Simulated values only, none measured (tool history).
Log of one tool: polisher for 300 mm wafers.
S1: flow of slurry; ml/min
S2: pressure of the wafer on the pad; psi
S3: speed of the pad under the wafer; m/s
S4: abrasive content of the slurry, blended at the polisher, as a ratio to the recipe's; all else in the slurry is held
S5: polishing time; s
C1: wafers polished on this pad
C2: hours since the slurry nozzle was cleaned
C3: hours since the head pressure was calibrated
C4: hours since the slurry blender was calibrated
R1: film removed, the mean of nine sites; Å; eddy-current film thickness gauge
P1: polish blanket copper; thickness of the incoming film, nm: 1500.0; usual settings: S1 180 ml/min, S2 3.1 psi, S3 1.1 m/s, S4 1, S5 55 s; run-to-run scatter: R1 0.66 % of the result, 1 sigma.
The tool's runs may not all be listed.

run 1 hour=10.2 | S1=180 S2=3.1 S3=1.1 S4=1 S5=55 | C1=746 C2=96.2 C3=719.7 C4=355.2 | R1=1710.8
run 2 hour=15.9 | S1=180 S2=3.1 S3=0.58 S4=1 S5=55 | C1=827 C2=101.9 C3=725.4 C4=360.9 | R1=906.28
run 3 hour=26.9 | S1=180 S2=3.1 S3=1.1 S4=1 S5=37 | C1=983 C2=112.9 C3=736.4 C4=371.9 | R1=1140.2
run 4 hour=37.3 | S1=180 S2=3.1 S3=1.1 S4=1 S5=55 | C1=1131 C2=123.3 C3=746.8 C4=382.3 | R1=1721.9
run 5 hour=50 | S1=225 S2=3.1 S3=1.1 S4=1 S5=55 | C1=1311 C2=136 C3=759.5 C4=395 | R1=1761.4
run 6 hour=60.4 | S1=180 S2=3.1 S3=1.64 S4=1 S5=55 | C1=1458 C2=146.4 C3=769.9 C4=405.4 | R1=2569.9
run 7 hour=71.4 | S1=180 S2=1.4 S3=1.1 S4=1 S5=55 | C1=1614 C2=157.4 C3=780.9 C4=416.4 | R1=776.71
run 8 hour=80.6 | S1=180 S2=3.1 S3=1.1 S4=1 S5=55 | C1=1745 C2=166.6 C3=790.1 C4=425.6 | R1=1704.3
run 9 hour=90.9 | S1=180 S2=3.1 S3=1.1 S4=1 S5=55 | C1=1891 C2=176.9 C3=800.4 C4=435.9 | R1=1720.2
run 10 hour=98.1 | S1=180 S2=3.1 S3=1.1 S4=0.65 S5=55 | C1=1993 C2=184.1 C3=807.6 C4=443.1 | R1=1546.8
run 11 hour=105.9 | S1=180 S2=3.1 S3=1.1 S4=1 S5=55 | C1=2104 C2=191.9 C3=815.4 C4=450.9 | R1=1705.6
run 12 hour=113.8 | S1=180 S2=3.1 S3=1.1 S4=1 S5=76 | C1=2216 C2=199.8 C3=823.3 C4=458.8 | R1=2361
run 13 hour=126.4 | S1=180 S2=3.9 S3=1.1 S4=0.7 S5=55 | C1=2395 C2=212.4 C3=835.9 C4=471.4 | R1=2007.9
run 14 hour=138.5 | S1=180 S2=3.1 S3=1.1 S4=1 S5=55 | C1=2566 C2=224.5 C3=848 C4=483.5 | R1=1723.8
run 15 hour=146 | S1=180 S2=3.1 S3=1.1 S4=1.45 S5=55 | C1=2673 C2=232 C3=855.5 C4=491 | R1=1830.7
run 16 hour=153.5 | S1=180 S2=4.1 S3=1.1 S4=1 S5=55 | C1=2779 C2=239.5 C3=863 C4=498.5 | R1=2259.3
run 17 hour=162.6 | S1=110 S2=3.1 S3=1.1 S4=1 S5=55 | C1=2908 C2=248.6 C3=872.1 C4=507.6 | R1=1559.1
run 18 hour=172 | S1=180 S2=3.1 S3=1.1 S4=1 S5=55 | C1=3042 C2=258 C3=881.5 C4=517 | R1=1710.6
run 19 hour=178.3 | S1=180 S2=3.1 S3=1.1 S4=1 S5=55 | C1=3131 C2=264.3 C3=887.8 C4=523.3 | R1=1669.2
run 20 hour=186.8 | S1=180 S2=3.1 S3=1.1 S4=1 S5=55 | C1=3252 C2=272.8 C3=896.3 C4=531.8 | R1=1655.2
run 21 hour=192.8 | S1=180 S2=3.1 S3=1.1 S4=1 S5=55 | C1=3337 C2=278.8 C3=902.3 C4=537.8 | R1=1633.2
run 22 hour=201.3 | S1=180 S2=3.1 S3=1.1 S4=1 S5=55 | C1=3457 C2=287.3 C3=910.8 C4=546.3 | R1=1615
-- hour=206.9 worn pad replaced by a new one
-- hour=209.8 head pressure recalibrated
run 23 hour=213.5 | S1=180 S2=3.1 S3=1.1 S4=1 S5=55 | C1=93 C2=299.5 C3=3.7 C4=558.5 | R1=1615.9
run 24 hour=225.6 | S1=180 S2=3.1 S3=1.1 S4=1 S5=55 | C1=265 C2=311.6 C3=15.8 C4=570.6 | R1=1625.6
run 25 hour=234.4 | S1=180 S2=3.1 S3=1.1 S4=1 S5=55 | C1=390 C2=320.4 C3=24.6 C4=579.4 | R1=1614
run 26 hour=243.9 | S1=180 S2=3.1 S3=1.1 S4=1 S5=55 | C1=525 C2=329.9 C3=34.1 C4=588.9 | R1=1611.2

What P1 gives has crept away from where it was. These 2 causes fit the log equally well, each at the size given:
A: slurry flow missing at the pad, % = 29.7
B: abrasive missing from the slurry, % = 25
The creep began at about hour 172.
Why every other cause is out:
removal rate lost through wear of the pad, %: serviced at hour 206.9, which brought nothing back
head's pressure below its setpoint, %: serviced at hour 209.8, which brought nothing back

4 check runs are offered, each on 2 wafers whose results are averaged, their results left as question marks. Which one tells the causes apart?
run check 1 hour=253.4 | S1=110 S2=1.6 S3=1.1 S4=1 S5=55 | R1=?
run check 2 hour=253.4 | S1=180 S2=3.1 S3=1.34 S4=1 S5=73 | R1=?
run check 3 hour=253.4 | S1=180 S2=3.1 S3=1.1 S4=1.35 S5=55 | R1=?
run check 4 hour=253.4 | S1=180 S2=3.1 S3=1.6 S4=0.7 S5=55 | R1=?

What each check would give under each cause:
check=check_1 result=R1 if_A=733.12 if_B=758.4
check=check_2 result=R1 if_A=2601.3 if_B=2601.6
check=check_3 result=R1 if_A=1717.7 if_B=1714.1
check=check_4 result=R1 if_A=2171.6 if_B=2177.6
How far apart the two closest causes lie, in the result that separates them most: check 1 3.39 %; check 2 0.01 %; check 3 0.21 %; check 4 0.28 %
Check 1 tells the causes apart: in the others they would give nearly the same result.

Check 1 was then run and gave: R1 764.76 Å. Which cause is it?

It is B: abrasive missing from the slurry, %.
